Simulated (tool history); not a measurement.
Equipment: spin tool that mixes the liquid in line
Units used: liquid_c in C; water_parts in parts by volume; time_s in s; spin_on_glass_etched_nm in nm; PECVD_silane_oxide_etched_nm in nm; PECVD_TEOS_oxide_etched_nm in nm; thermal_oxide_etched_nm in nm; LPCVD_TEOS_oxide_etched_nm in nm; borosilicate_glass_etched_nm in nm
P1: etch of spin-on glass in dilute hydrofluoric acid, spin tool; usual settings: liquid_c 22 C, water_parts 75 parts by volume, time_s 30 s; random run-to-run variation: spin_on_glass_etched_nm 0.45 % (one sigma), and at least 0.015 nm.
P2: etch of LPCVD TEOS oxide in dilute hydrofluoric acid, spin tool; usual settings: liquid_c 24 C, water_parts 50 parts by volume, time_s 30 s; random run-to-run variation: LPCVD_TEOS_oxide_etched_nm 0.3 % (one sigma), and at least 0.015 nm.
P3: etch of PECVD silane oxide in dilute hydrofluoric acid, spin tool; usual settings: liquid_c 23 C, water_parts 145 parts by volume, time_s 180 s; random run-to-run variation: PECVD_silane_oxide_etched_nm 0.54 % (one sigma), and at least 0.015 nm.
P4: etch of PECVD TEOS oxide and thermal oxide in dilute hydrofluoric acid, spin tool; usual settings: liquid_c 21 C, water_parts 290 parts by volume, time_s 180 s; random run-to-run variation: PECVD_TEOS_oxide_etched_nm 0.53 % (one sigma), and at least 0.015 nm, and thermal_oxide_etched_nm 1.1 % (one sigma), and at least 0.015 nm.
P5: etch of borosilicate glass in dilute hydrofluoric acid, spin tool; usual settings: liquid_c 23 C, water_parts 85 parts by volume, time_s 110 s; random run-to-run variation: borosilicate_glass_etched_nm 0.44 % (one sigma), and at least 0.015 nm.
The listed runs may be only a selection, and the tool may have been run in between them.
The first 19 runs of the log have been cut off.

run   hour  process  liquid_c  water_parts  time_s  hours since the thermometer was replaced  hours since the hydrofluoric acid flow meter was replaced  spin_on_glass_etched_nm  PECVD_silane_oxide_etched_nm  PECVD_TEOS_oxide_etched_nm  thermal_oxide_etched_nm  LPCVD_TEOS_oxide_etched_nm  borosilicate_glass_etched_nm
 20    105       P2        24           50      55                                      46.9                                                      527.5                                                                                                                                  26.927
 21  111.1       P1        22           75      30                                        53                                                      533.6                   14.112
 22    117       P5        23           85     110                                      58.9                                                      539.5                                                                                                                                                                 29.11
 23  120.3       P1        17           75      30                                      62.2                                                      542.8                   11.325
 24  125.2       P5        23           85      25                                      67.1                                                      547.7                                                                                                                                                                6.5693
 25  130.1       P4        21          290     180                                        72                                                      552.6                                                                             11.896                    2.126
 26    136       P5        23           85     110                                      77.9                                                      558.5                                                                                                                                                                29.109
 27  143.4       P1        22           75      15                                      85.3                                                      565.9                   7.1209
 28  148.9       P1        22           75      55                                      90.8                                                      571.4                   25.624
 29  155.7       P5        23          145     110                                      97.6                                                      578.2                                                                                                                                                                16.025
 30  161.7       P1        22           75      30                                     103.6                                                      584.2                   14.127
 31  168.3       P4      17.5          290     180                                     110.2                                                      590.8                                                                             10.255                   1.8538
 32  173.2       P1        22           75      30                                     115.1                                                      595.7                   14.206
 33  180.2       P1        22           75      30                                     122.1                                                      602.7                   14.662
 34  183.7       P1        22           75      30                                     125.6                                                      606.2                   14.953

What will run 35 give?
 35  187.3       P1        22           75      30                                     129.2                                                      609.8                        ?

Logged for run 35: spin_on_glass_etched_nm 14.989 nm.
